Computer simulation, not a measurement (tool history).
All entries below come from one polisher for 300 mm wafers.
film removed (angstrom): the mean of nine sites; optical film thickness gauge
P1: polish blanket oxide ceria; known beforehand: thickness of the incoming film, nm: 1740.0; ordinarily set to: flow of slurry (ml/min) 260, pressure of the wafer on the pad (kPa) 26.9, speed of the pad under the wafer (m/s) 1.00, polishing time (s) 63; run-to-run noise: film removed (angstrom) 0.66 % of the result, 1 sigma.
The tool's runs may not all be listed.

run   hour  flow of slurry (ml/min)  pressure of the wafer on the pad (kPa)  speed of the pad under the wafer (m/s)  polishing time (s)  wafers polished on this pad  hours since the slurry nozzle was cleaned  hours since the head pressure was calibrated  film removed (angstrom)
  1   10.4                      260                                    26.9                                    1.00                  63                          347                                      302.1                                         146.4                   3297.6
  2   20.9                      260                                    26.9                                    1.58                  63                          468                                      312.6                                         156.9                   5194.7
  3   27.9                      260                                    26.9                                    1.00                  63                          550                                      319.6                                         163.9                   3305.7
  4   39.1                      260                                    26.9                                    1.00                  91                          679                                      330.8                                         175.1                   4731.8
  5   45.5                      160                                    26.9                                    1.00                  63                          754                                      337.2                                         181.5                   3093.9
  6   51.6                      340                                    26.9                                    1.00                  63                          824                                      343.3                                         187.6                   3349.1
  7   59.1                      260                                    26.9                                    1.00                  45                          911                                      350.8                                         195.1                   2343.2
  8   65.7                      260                                    26.9                                    1.00                  63                          988                                      357.4                                         201.7                   3305.5
  9   76.1                      260                                    13.8                                    0.72                  63                         1109                                      367.8                                         212.1                   1219.8
 10   83.2                      260                                    12.4                                    1.00                  63                         1191                                      374.9                                         219.2                   1531.7
 11   89.1                      260                                    26.9                                    0.68                  63                         1259                                      380.8                                         225.1                   2228.4
 12  100.1                      260                                    26.9                                    1.00                  63                         1387                                      391.8                                         236.1                   3326.8
 13  109.6                      260                                    40.0                                    1.00                  63                         1497                                      401.3                                         245.6                   4859.9
 14  116.7                      260                                    26.9                                    1.00                  63                         1579                                      408.4                                         252.7                   3258.2
 15  122.9                      260                                    26.9                                    1.40                  30                         1651                                      414.6                                         258.9                   2207.7
 16  133.8                      260                                    26.9                                    1.00                  63                         1778                                      425.5                                         269.8                   3299.5
 17  145.7                      260                                    26.9                                    1.00                  63                         1916                                      437.4                                         281.7                   3321.3
 18  157.3                      260                                    26.9                                    1.00                  63                         2050                                      449.0                                         293.3                   3270.4
 19  169.2                      260                                    26.9                                    1.00                  63                         2188                                      460.9                                         305.2                   3210.9
 20  175.4                      260                                    26.9                                    1.00                  63                         2260                                      467.1                                         311.4                   3141.7
 21  185.9                      260                                    26.9                                    1.00                  63                         2382                                      477.6                                         321.9                   3157.9
     196.8  -- head pressure recalibrated
 22  196.8                      260                                    26.9                                    1.00                  63                         2509                                      488.5                                           0.1                   3123.2
 23  204.6                      260                                    26.9                                    1.00                  63                         2599                                      496.3                                           7.9                   3141.5
 24  217.1                      260                                    26.9                                    1.00                  63                         2744                                      508.8                                          20.4                   3160.8
 25  224.9                      260                                    26.9                                    1.00                  63                         2834                                      516.6                                          28.2                   3118.8
 26  234.3                      260                                    26.9                                    1.00                  63                         2944                                      526.0                                          37.6                   3107.5
 27  241.9                      260                                    26.9                                    1.00                  63                         3032                                      533.6                                          45.2                   3101.0

The output of P1 has drifted from where it used to be. Each of the 2 causes below, taken at the size shown beside it, accounts for the log equally well:
A: removal rate lost through wear of the pad, % = 5.51
B: slurry flow missing at the pad, % = 35.7
Onset of the creep was near hour 145.7.
What rules out each remaining cause:
head's pressure below its setpoint, %: was serviced at hour 196.8, once the creep was under way, yet the earlier output never came back

The list below offers 4 check runs, each averaging the results of 3 wafers, and shows each result as a question mark. For which of them would the listed causes give clearly different results?
check 1  249.5                      160                                    34.5                                    1.00                  63                                                                                                                                              ?
check 2  249.5                      260                                    12.4                                    0.76                  63                                                                                                                                              ?
check 3  249.5                      260                                    21.4                                    0.74                  63                                                                                                                                              ?
check 4  249.5                      260                                    26.9                                    1.56                  49                                                                                                                                              ?

Predicted outcomes, by check and by cause:
  check                   result    if A    if B
check 1  film removed (angstrom)  3740.4  3621.1
check 2  film removed (angstrom)  1090.8  1090.7
check 3  film removed (angstrom)  1829.2  1829.0
check 4  film removed (angstrom)  3773.3  3772.8
Smallest distance between any two causes, each pair judged by its most separating result, in per cent: check 1 3.24 %; check 2 0.01 %; check 3 0.01 %; check 4 0.01 %
Only check 1 tells the causes apart: in the others they would give nearly the same result.

Check 1 has now been run. It gave: film removed (angstrom) 3734.7. Which of the candidate causes is it?

Of the candidate causes, it is A: removal rate lost through wear of the pad, %.
